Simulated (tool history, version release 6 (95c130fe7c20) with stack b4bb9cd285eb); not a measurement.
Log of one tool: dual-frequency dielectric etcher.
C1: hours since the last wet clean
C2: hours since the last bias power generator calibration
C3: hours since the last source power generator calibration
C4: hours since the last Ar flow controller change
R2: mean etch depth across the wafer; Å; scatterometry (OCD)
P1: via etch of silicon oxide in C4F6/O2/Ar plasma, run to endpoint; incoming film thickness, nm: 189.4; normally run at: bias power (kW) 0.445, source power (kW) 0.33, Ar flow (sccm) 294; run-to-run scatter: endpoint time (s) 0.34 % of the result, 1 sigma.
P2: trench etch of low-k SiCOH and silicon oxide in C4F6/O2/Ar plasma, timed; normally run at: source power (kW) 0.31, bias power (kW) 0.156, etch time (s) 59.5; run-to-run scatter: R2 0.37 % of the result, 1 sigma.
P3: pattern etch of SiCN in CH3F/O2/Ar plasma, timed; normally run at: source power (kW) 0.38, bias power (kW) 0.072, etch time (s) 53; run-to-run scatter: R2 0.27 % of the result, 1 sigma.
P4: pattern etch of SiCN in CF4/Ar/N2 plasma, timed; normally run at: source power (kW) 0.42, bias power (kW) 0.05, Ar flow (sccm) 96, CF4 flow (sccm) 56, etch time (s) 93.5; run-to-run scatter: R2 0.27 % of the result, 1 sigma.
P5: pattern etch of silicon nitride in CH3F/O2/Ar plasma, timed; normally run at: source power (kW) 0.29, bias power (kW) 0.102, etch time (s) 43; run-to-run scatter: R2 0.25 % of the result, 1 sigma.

{"run": 1, "hour": 11.1, "process that ran": "P1", "bias power (kW)": 0.445, "source power (kW)": 0.33, "Ar flow (sccm)": 294, "C1": 68.6, "C2": 351, "C3": 1412.6, "C4": 3655.9, "endpoint time (s)": 46.281}
{"run": 2, "hour": 16.4, "process that ran": "P3", "bias power (kW)": 0.072, "source power (kW)": 0.38, "etch time (s)": 53, "C1": 73.9, "C2": 356.3, "C3": 1417.9, "C4": 3661.2, "R2": 191.84}
{"run": 3, "hour": 23.5, "process that ran": "P1", "bias power (kW)": 0.445, "source power (kW)": 0.27, "Ar flow (sccm)": 234, "C1": 81, "C2": 363.4, "C3": 1425, "C4": 3668.3, "endpoint time (s)": 48.525}
{"run": 4, "hour": 30.7, "process that ran": "P5", "bias power (kW)": 0.102, "source power (kW)": 0.29, "etch time (s)": 43, "C1": 88.2, "C2": 370.6, "C3": 1432.2, "C4": 3675.5, "R2": 310.04}
{"run": 5, "hour": 37.6, "process that ran": "P1", "bias power (kW)": 0.445, "source power (kW)": 0.33, "Ar flow (sccm)": 294, "C1": 95.1, "C2": 377.5, "C3": 1439.1, "C4": 3682.4, "endpoint time (s)": 46.189}
{"run": 6, "hour": 48.1, "process that ran": "P2", "bias power (kW)": 0.156, "source power (kW)": 0.31, "etch time (s)": 59.5, "C1": 105.6, "C2": 388, "C3": 1449.6, "C4": 3692.9, "R2": 1707.6}
{"run": 7, "hour": 56.7, "process that ran": "P5", "bias power (kW)": 0.102, "source power (kW)": 0.29, "etch time (s)": 43, "C1": 114.2, "C2": 396.6, "C3": 1458.2, "C4": 3701.5, "R2": 308.06}
{"run": 8, "hour": 67.4, "process that ran": "P1", "bias power (kW)": 0.593, "source power (kW)": 0.33, "Ar flow (sccm)": 294, "C1": 124.9, "C2": 407.3, "C3": 1468.9, "C4": 3712.2, "endpoint time (s)": 41.49}
{"run": 9, "hour": 78.2, "process that ran": "P1", "bias power (kW)": 0.445, "source power (kW)": 0.46, "Ar flow (sccm)": 294, "C1": 135.7, "C2": 418.1, "C3": 1479.7, "C4": 3723, "endpoint time (s)": 40.75}
{"run": 10, "hour": 89.1, "process that ran": "P1", "bias power (kW)": 0.445, "source power (kW)": 0.21, "Ar flow (sccm)": 370, "C1": 146.6, "C2": 429, "C3": 1490.6, "C4": 3733.9, "endpoint time (s)": 56.51}
{"run": 11, "hour": 98.3, "process that ran": "P5", "bias power (kW)": 0.102, "source power (kW)": 0.29, "etch time (s)": 57, "C1": 155.8, "C2": 438.2, "C3": 1499.8, "C4": 3743.1, "R2": 408.04}
{"run": 12, "hour": 110.2, "process that ran": "P3", "bias power (kW)": 0.102, "source power (kW)": 0.38, "etch time (s)": 53, "C1": 167.7, "C2": 450.1, "C3": 1511.7, "C4": 3755, "R2": 217.82}
{"run": 13, "hour": 117.7, "process that ran": "P1", "bias power (kW)": 0.265, "source power (kW)": 0.33, "Ar flow (sccm)": 294, "C1": 175.2, "C2": 457.6, "C3": 1519.2, "C4": 3762.5, "endpoint time (s)": 55.954}
{"run": 14, "hour": 125.1, "process that ran": "P1", "bias power (kW)": 0.445, "source power (kW)": 0.33, "Ar flow (sccm)": 294, "C1": 182.6, "C2": 465, "C3": 1526.6, "C4": 3769.9, "endpoint time (s)": 46.405}
{"run": 15, "hour": 135.9, "process that ran": "P4", "bias power (kW)": 0.05, "source power (kW)": 0.5, "Ar flow (sccm)": 96, "etch time (s)": 93.5, "CF4 flow (sccm)": 56, "C1": 193.4, "C2": 475.8, "C3": 1537.4, "C4": 3780.7, "R2": 798}
{"run": 16, "hour": 144.7, "process that ran": "P1", "bias power (kW)": 0.445, "source power (kW)": 0.33, "Ar flow (sccm)": 359, "C1": 202.2, "C2": 484.6, "C3": 1546.2, "C4": 3789.5, "endpoint time (s)": 47.136}
{"run": 17, "hour": 150.0, "process that ran": "P1", "bias power (kW)": 0.445, "source power (kW)": 0.33, "Ar flow (sccm)": 294, "C1": 207.5, "C2": 489.9, "C3": 1551.5, "C4": 3794.8, "endpoint time (s)": 46.278}
{"run": 18, "hour": 159.6, "process that ran": "P4", "bias power (kW)": 0.05, "source power (kW)": 0.42, "Ar flow (sccm)": 96, "etch time (s)": 93.5, "CF4 flow (sccm)": 78, "C1": 217.1, "C2": 499.5, "C3": 1561.1, "C4": 3804.4, "R2": 723.06}
{"run": 19, "hour": 167.2, "process that ran": "P4", "bias power (kW)": 0.05, "source power (kW)": 0.42, "Ar flow (sccm)": 96, "etch time (s)": 93.5, "CF4 flow (sccm)": 56, "C1": 224.7, "C2": 507.1, "C3": 1568.7, "C4": 3812, "R2": 685.32}
{"run": 20, "hour": 174.8, "process that ran": "P3", "bias power (kW)": 0.072, "source power (kW)": 0.38, "etch time (s)": 53, "C1": 232.3, "C2": 514.7, "C3": 1576.3, "C4": 3819.6, "R2": 192.5}
{"run": 21, "hour": 183.4, "process that ran": "P4", "bias power (kW)": 0.05, "source power (kW)": 0.42, "Ar flow (sccm)": 96, "etch time (s)": 51.5, "CF4 flow (sccm)": 56, "C1": 240.9, "C2": 523.3, "C3": 1584.9, "C4": 3828.2, "R2": 376.56}
{"run": 22, "hour": 194.6, "process that ran": "P4", "bias power (kW)": 0.05, "source power (kW)": 0.42, "Ar flow (sccm)": 73, "etch time (s)": 93.5, "CF4 flow (sccm)": 56, "C1": 252.1, "C2": 534.5, "C3": 1596.1, "C4": 3839.4, "R2": 719.02}
{"run": 23, "hour": 205.5, "process that ran": "P3", "bias power (kW)": 0.072, "source power (kW)": 0.27, "etch time (s)": 53, "C1": 263, "C2": 545.4, "C3": 1607, "C4": 3850.3, "R2": 168.3}
{"run": 24, "hour": 213.6, "process that ran": "P5", "bias power (kW)": 0.102, "source power (kW)": 0.37, "etch time (s)": 43, "C1": 271.1, "C2": 553.5, "C3": 1615.1, "C4": 3858.4, "R2": 339.06}
{"run": 25, "hour": 218.9, "process that ran": "P2", "bias power (kW)": 0.156, "source power (kW)": 0.31, "etch time (s)": 32.5, "C1": 276.4, "C2": 558.8, "C3": 1620.4, "C4": 3863.7, "R2": 938.08}
{"run": 26, "hour": 228.4, "process that ran": "P2", "bias power (kW)": 0.156, "source power (kW)": 0.4, "etch time (s)": 59.5, "C1": 285.9, "C2": 568.3, "C3": 1629.9, "C4": 3873.2, "R2": 1885.6}
{"run": 27, "hour": 236.8, "process that ran": "P1", "bias power (kW)": 0.445, "source power (kW)": 0.33, "Ar flow (sccm)": 240, "C1": 294.3, "C2": 576.7, "C3": 1638.3, "C4": 3881.6, "endpoint time (s)": 45.513}
{"run": 28, "hour": 246.2, "process that ran": "P1", "bias power (kW)": 0.445, "source power (kW)": 0.23, "Ar flow (sccm)": 294, "C1": 303.7, "C2": 586.1, "C3": 1647.7, "C4": 3891, "endpoint time (s)": 52.596}
{"run": 29, "hour": 251.5, "process that ran": "P3", "bias power (kW)": 0.072, "source power (kW)": 0.38, "etch time (s)": 31.5, "C1": 309, "C2": 591.4, "C3": 1653, "C4": 3896.3, "R2": 113.89}
{"run": 30, "hour": 261.8, "process that ran": "P2", "bias power (kW)": 0.156, "source power (kW)": 0.31, "etch time (s)": 59.5, "C1": 319.3, "C2": 601.7, "C3": 1663.3, "C4": 3906.6, "R2": 1699.7}
{"hour": 269.0, "done": "bias power generator calibrated"}
{"run": 31, "hour": 272.0, "process that ran": "P1", "bias power (kW)": 0.373, "source power (kW)": 0.33, "Ar flow (sccm)": 206, "C1": 329.5, "C2": 3.1, "C3": 1673.5, "C4": 3916.8, "endpoint time (s)": 47.768}
{"run": 32, "hour": 283.8, "process that ran": "P4", "bias power (kW)": 0.041, "source power (kW)": 0.42, "Ar flow (sccm)": 96, "etch time (s)": 93.5, "CF4 flow (sccm)": 56, "C1": 341.3, "C2": 14.9, "C3": 1685.3, "C4": 3928.6, "R2": 642.76}
{"run": 33, "hour": 291.9, "process that ran": "P2", "bias power (kW)": 0.22, "source power (kW)": 0.31, "etch time (s)": 59.5, "C1": 349.4, "C2": 23, "C3": 1693.4, "C4": 3936.7, "R2": 1914.5}
{"run": 34, "hour": 299.0, "process that ran": "P5", "bias power (kW)": 0.134, "source power (kW)": 0.29, "etch time (s)": 43, "C1": 356.5, "C2": 30.1, "C3": 1700.5, "C4": 3943.8, "R2": 342.32}
{"run": 35, "hour": 304.9, "process that ran": "P1", "bias power (kW)": 0.445, "source power (kW)": 0.33, "Ar flow (sccm)": 294, "C1": 362.4, "C2": 36, "C3": 1706.4, "C4": 3949.7, "endpoint time (s)": 46.13}
{"run": 36, "hour": 315.8, "process that ran": "P1", "bias power (kW)": 0.445, "source power (kW)": 0.33, "Ar flow (sccm)": 294, "C1": 373.3, "C2": 46.9, "C3": 1717.3, "C4": 3960.6, "endpoint time (s)": 46.846}
{"run": 37, "hour": 322.7, "process that ran": "P1", "bias power (kW)": 0.445, "source power (kW)": 0.33, "Ar flow (sccm)": 294, "C1": 380.2, "C2": 53.8, "C3": 1724.2, "C4": 3967.5, "endpoint time (s)": 46.861}
{"run": 38, "hour": 329.3, "process that ran": "P1", "bias power (kW)": 0.445, "source power (kW)": 0.33, "Ar flow (sccm)": 294, "C1": 386.8, "C2": 60.4, "C3": 1730.8, "C4": 3974.1, "endpoint time (s)": 47.073}
{"hour": 335.8, "done": "wet clean of the chamber"}
{"run": 39, "hour": 341.2, "process that ran": "P1", "bias power (kW)": 0.445, "source power (kW)": 0.33, "Ar flow (sccm)": 294, "C1": 5.4, "C2": 72.3, "C3": 1742.7, "C4": 3986, "endpoint time (s)": 46.998}
{"run": 40, "hour": 350.6, "process that ran": "P1", "bias power (kW)": 0.445, "source power (kW)": 0.33, "Ar flow (sccm)": 294, "C1": 14.8, "C2": 81.7, "C3": 1752.1, "C4": 3995.4, "endpoint time (s)": 47.401}
{"run": 41, "hour": 360.5, "process that ran": "P1", "bias power (kW)": 0.445, "source power (kW)": 0.33, "Ar flow (sccm)": 294, "C1": 24.7, "C2": 91.6, "C3": 1762, "C4": 4005.3, "endpoint time (s)": 46.87}
{"run": 42, "hour": 368.3, "process that ran": "P1", "bias power (kW)": 0.445, "source power (kW)": 0.33, "Ar flow (sccm)": 294, "C1": 32.5, "C2": 99.4, "C3": 1769.8, "C4": 4013.1, "endpoint time (s)": 46.863}

What P1 gives has crept away from where it was. These 2 causes fit the log equally well, each at the size given:
A: bias power that arrives under what is set, % = 4.53
B: source power that arrives under what is set, % = 4.54
The creep began at about hour 304.9.
Why every other cause is out:
chamber walls in a state that lowers the etch rate, %: serviced at hour 335.8, which brought nothing back
Ar flow that arrives over what is set, %: at most 8, which would move endpoint time (s) by +0.9 %: too little, or the wrong way

4 check runs are offered, one wafer each, their results left as question marks. Which one tells the causes apart?
{"run": "check 1", "hour": 376.1, "process that ran": "P4", "bias power (kW)": 0.05, "source power (kW)": 0.42, "Ar flow (sccm)": 96, "etch time (s)": 51.5, "CF4 flow (sccm)": 56, "R2": "?"}
{"run": "check 2", "hour": 376.1, "process that ran": "P5", "bias power (kW)": 0.129, "source power (kW)": 0.29, "etch time (s)": 43, "R2": "?"}
{"run": "check 3", "hour": 376.1, "process that ran": "P2", "bias power (kW)": 0.156, "source power (kW)": 0.31, "etch time (s)": 32.5, "R2": "?"}
{"run": "check 4", "hour": 376.1, "process that ran": "P3", "bias power (kW)": 0.072, "source power (kW)": 0.32, "etch time (s)": 41.5, "R2": "?"}

What each check would give under each cause:
check=check_1 result=R2 if_A=371.45 if_B=362.01
check=check_2 result=R2 if_A=331.84 if_B=332.2
check=check_3 result=R2 if_A=920.16 if_B=916.71
check=check_4 result=R2 if_A=138.47 if_B=138.36
How far apart the two closest causes lie, in the result that separates them most: check 1 2.58 %; check 2 0.11 %; check 3 0.38 %; check 4 0.08 %
Check 1 tells the causes apart: in the others they would give nearly the same result.

Then check 1 was run and gave: R2 362.52 Å. Which cause is it?

It is B: source power that arrives under what is set, %.

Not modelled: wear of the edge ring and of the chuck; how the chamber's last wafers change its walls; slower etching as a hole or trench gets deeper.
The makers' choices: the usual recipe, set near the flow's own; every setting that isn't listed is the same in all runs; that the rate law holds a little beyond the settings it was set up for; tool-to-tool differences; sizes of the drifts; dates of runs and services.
